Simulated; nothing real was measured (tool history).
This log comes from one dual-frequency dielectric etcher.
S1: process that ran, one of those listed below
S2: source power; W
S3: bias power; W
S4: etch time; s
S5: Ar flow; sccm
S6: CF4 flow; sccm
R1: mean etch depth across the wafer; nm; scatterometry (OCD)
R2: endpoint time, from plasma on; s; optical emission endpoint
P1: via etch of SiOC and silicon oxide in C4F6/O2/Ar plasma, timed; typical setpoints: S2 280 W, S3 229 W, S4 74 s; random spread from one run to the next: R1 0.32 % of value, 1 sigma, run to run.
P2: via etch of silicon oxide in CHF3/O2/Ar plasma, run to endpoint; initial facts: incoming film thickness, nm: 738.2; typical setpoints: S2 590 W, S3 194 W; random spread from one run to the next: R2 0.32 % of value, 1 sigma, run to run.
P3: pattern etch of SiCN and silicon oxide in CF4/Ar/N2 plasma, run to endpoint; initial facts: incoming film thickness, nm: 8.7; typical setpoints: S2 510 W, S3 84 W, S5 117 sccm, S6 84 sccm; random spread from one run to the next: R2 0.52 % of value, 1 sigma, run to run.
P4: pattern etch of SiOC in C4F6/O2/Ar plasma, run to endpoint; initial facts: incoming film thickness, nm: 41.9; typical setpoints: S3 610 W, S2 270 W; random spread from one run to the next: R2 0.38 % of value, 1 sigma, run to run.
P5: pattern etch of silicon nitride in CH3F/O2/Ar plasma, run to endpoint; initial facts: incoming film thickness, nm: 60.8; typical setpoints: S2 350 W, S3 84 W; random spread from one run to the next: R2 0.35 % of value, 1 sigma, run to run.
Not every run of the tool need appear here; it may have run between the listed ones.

Run 1, hour 13.3: S1 P1, S2 280 W, S3 229 W, S4 74 s. Result: R1 78.345 nm.
Run 2, hour 22.3: S1 P1, S2 280 W, S3 293 W, S4 74 s. Result: R1 85.415 nm.
Run 3, hour 32: S1 P3, S2 620 W, S3 84 W, S5 117 sccm, S6 84 sccm. Result: R2 7.1149 s.
Run 4, hour 39.2: S1 P1, S2 180 W, S3 229 W, S4 74 s. Result: R1 66.083 nm.
At hour 46.3: source power generator calibrated.
Run 5, hour 47.8: S1 P3, S2 510 W, S3 84 W, S5 84 sccm, S6 84 sccm. Result: R2 8.0532 s.
Run 6, hour 62.5: S1 P1, S2 220 W, S3 229 W, S4 99 s. Result: R1 96.188 nm.
Run 7, hour 72.6: S1 P2, S2 590 W, S3 194 W. Result: R2 357.73 s.
Run 8, hour 80.3: S1 P1, S2 280 W, S3 229 W, S4 74 s. Result: R1 78.768 nm.
Run 9, hour 94.3: S1 P1, S2 280 W, S3 229 W, S4 74 s. Result: R1 78.413 nm.
Run 10, hour 102.2: S1 P1, S2 390 W, S3 229 W, S4 74 s. Result: R1 88.92 nm.
Run 11, hour 109.1: S1 P5, S2 350 W, S3 84 W. Result: R2 87.955 s.
Run 12, hour 123.8: S1 P1, S2 280 W, S3 229 W, S4 111 s. Result: R1 117.56 nm.
Run 13, hour 131.4: S1 P4, S2 270 W, S3 483 W. Result: R2 16.379 s.
Run 14, hour 142.4: S1 P1, S2 280 W, S3 229 W, S4 40.5 s. Result: R1 43.051 nm.
Run 15, hour 154.9: S1 P1, S2 280 W, S3 229 W, S4 74 s. Result: R1 79.181 nm.
Run 16, hour 167.8: S1 P4, S2 170 W, S3 610 W. Result: R2 17.734 s.
Run 17, hour 174.6: S1 P5, S2 350 W, S3 53 W. Result: R2 102.18 s.
Run 18, hour 189.5: S1 P4, S2 270 W, S3 610 W. Result: R2 15.05 s.
Run 19, hour 202.8: S1 P1, S2 200 W, S3 174 W, S4 74 s. Result: R1 62.667 nm.
Run 20, hour 210.5: S1 P3, S2 510 W, S3 108 W, S5 117 sccm, S6 84 sccm. Result: R2 7.761 s.
Run 21, hour 217.3: S1 P3, S2 510 W, S3 84 W, S5 117 sccm, S6 102 sccm. Result: R2 8.2491 s.
Run 22, hour 230.8: S1 P2, S2 750 W, S3 194 W. Result: R2 328.55 s.
Run 23, hour 245.8: S1 P2, S2 590 W, S3 194 W. Result: R2 360.11 s.
Run 24, hour 257.3: S1 P1, S2 220 W, S3 163 W, S4 74 s. Result: R1 63.857 nm.
Run 25, hour 267.6: S1 P1, S2 280 W, S3 185 W, S4 74 s. Result: R1 72.866 nm.
Run 26, hour 281.4: S1 P2, S2 590 W, S3 271 W. Result: R2 318.26 s.
Run 27, hour 295.3: S1 P3, S2 510 W, S3 84 W, S5 117 sccm, S6 84 sccm. Result: R2 8.3941 s.
Run 28, hour 304.3: S1 P5, S2 490 W, S3 84 W. Result: R2 77.559 s.
Run 29, hour 313.3: S1 P1, S2 280 W, S3 229 W, S4 74 s. Result: R1 78.309 nm.
Run 30, hour 327.9: S1 P1, S2 280 W, S3 229 W, S4 74 s. Result: R1 78.471 nm.
Run 31, hour 339.6: S1 P1, S2 280 W, S3 229 W, S4 74 s. Result: R1 77.887 nm.
Run 32, hour 347.3: S1 P1, S2 280 W, S3 229 W, S4 74 s. Result: R1 77.678 nm.
Run 33, hour 354.9: S1 P1, S2 280 W, S3 229 W, S4 74 s. Result: R1 77.186 nm.
Run 34, hour 363.3: S1 P1, S2 280 W, S3 229 W, S4 74 s. Result: R1 77.586 nm.
At hour 369.2: wet clean of the chamber.
Run 35, hour 371.1: S1 P1, S2 280 W, S3 229 W, S4 74 s. Result: R1 77.518 nm.
Run 36, hour 384.8: S1 P1, S2 280 W, S3 229 W, S4 74 s. Result: R1 77.053 nm.
Run 37, hour 397: S1 P1, S2 280 W, S3 229 W, S4 74 s. Result: R1 77.039 nm.

P1 has crept away from where it was. The log is fitted equally well by each of these 2 causes, at the sizes shown:
A: source power that arrives under what is set, % = 4.13
B: bias power that arrives under what is set, % = 4.55
Creep in the process output first set in at about hour 327.9.
Excluded causes, each with its reason:
chamber walls in a state that lowers the etch rate, %: work on it at hour 369.2, done after the drift set in, did not restore what the process gave before

4 check runs are offered, each on 3 wafers whose results are averaged, their results left as question marks. Which one tells the causes apart?
Run check 1, hour 409.2: S1 P4, S2 270 W, S3 610 W. Result: R2 ?.
Run check 2, hour 409.2: S1 P2, S2 590 W, S3 194 W. Result: R2 ?.
Run check 3, hour 409.2: S1 P3, S2 510 W, S3 84 W, S5 117 sccm, S6 84 sccm. Result: R2 ?.
Run check 4, hour 409.2: S1 P5, S2 350 W, S3 84 W. Result: R2 ?.

What every check run would give for each of its results, assuming each possible cause in turn:
  check  result    if A    if B
check 1      R2  15.286  15.329
check 2      R2  365.42  365.34
check 3      R2  8.7746  8.5907
check 4      R2  89.025  89.095
Separation of the two closest causes in each check, using whichever result separates them best: check 1 0.28 %; check 2 0.02 %; check 3 2.12 %; check 4 0.08 %
Check 3 is the one run that separates the causes; every other check would come out nearly the same whichever cause is at work.

Running check 3 produced the following: R2 8.5762 s. Which one of the listed causes fits?

The cause is B: bias power that arrives under what is set, %.
